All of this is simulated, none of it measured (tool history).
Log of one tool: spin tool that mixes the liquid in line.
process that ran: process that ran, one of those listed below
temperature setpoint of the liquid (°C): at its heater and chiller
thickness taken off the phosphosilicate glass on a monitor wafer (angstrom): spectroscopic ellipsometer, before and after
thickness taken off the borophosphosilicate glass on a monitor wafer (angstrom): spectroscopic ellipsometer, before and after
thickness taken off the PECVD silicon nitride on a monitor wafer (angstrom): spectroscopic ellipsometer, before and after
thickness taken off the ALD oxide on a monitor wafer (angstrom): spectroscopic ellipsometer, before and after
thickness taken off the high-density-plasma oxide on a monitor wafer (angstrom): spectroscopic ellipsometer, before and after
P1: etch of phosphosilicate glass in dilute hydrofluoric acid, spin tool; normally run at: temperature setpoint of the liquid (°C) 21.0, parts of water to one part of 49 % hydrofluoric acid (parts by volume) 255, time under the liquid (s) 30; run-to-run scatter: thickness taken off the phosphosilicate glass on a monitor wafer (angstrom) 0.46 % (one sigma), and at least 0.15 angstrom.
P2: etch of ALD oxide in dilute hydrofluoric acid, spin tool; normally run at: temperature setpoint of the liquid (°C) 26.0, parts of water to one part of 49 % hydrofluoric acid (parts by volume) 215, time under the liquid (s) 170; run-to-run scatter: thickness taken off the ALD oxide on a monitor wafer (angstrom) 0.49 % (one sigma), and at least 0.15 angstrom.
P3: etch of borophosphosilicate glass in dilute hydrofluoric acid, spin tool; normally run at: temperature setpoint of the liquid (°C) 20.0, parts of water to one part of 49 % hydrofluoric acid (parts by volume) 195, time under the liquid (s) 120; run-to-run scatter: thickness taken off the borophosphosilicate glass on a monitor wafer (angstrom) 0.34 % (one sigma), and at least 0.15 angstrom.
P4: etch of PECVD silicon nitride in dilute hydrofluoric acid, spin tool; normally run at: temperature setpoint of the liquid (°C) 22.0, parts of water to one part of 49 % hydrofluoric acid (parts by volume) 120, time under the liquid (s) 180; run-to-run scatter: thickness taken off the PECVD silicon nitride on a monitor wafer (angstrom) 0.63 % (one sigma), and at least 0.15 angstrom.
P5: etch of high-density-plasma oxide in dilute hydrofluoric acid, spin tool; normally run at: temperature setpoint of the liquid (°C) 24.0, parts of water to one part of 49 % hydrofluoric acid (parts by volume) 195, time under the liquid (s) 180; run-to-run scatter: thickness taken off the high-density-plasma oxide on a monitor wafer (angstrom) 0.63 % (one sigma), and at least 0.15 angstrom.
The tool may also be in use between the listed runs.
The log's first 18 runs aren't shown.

run,day,process that ran,temperature setpoint of the liquid (°C),parts of water to one part of 49 % hydrofluoric acid (parts by volume),time under the liquid (s),hours since the thermometer was replaced,hours since the hydrofluoric acid flow meter was replaced,thickness taken off the phosphosilicate glass on a monitor wafer (angstrom),thickness taken off the borophosphosilicate glass on a monitor wafer (angstrom),thickness taken off the PECVD silicon nitride on a monitor wafer (angstrom),thickness taken off the ALD oxide on a monitor wafer (angstrom),thickness taken off the high-density-plasma oxide on a monitor wafer (angstrom)
19,2.896,P5,24.0,340,180,2126.9,58.8,,,,,26.015
20,2.996,P1,21.0,255,60,2129.3,61.2,345.510,,,,
21,3.133,P1,21.0,255,30,2132.6,64.5,172.560,,,,
22,3.254,P1,25.0,255,15,2135.5,67.4,100.110,,,,
23,3.467,P4,28.0,120,180,2140.6,72.5,,,47.4300,,
24,3.604,P5,24.0,195,180,2143.9,75.8,,,,,53.030
25,3.746,P3,20.0,335,120,2147.3,79.2,,93.117,,,
26,3.846,P1,21.0,255,15,2149.7,81.6,86.561,,,,
27,3.954,P1,25.5,255,30,2152.3,84.2,201.770,,,,
28,4.108,P1,21.0,255,30,2156.0,87.9,173.600,,,,
29,4.292,P2,26.0,215,170,2160.4,92.3,,,,81.865,
30,4.450,P1,21.0,255,30,2164.2,96.1,171.520,,,,
31,4.642,P1,21.0,255,30,2168.8,100.7,168.640,,,,
32,4.771,P1,21.0,255,30,2171.9,103.8,167.120,,,,
33,4.917,P1,21.0,255,30,2175.4,107.3,164.430,,,,
34,5.121,P1,21.0,255,30,2180.3,112.2,164.170,,,,

Forecast run 35:
35,5.321,P1,21.0,255,30,2185.1,117.0,?,,,,

Run 35 gave thickness taken off the phosphosilicate glass on a monitor wafer (angstrom) 163.750.
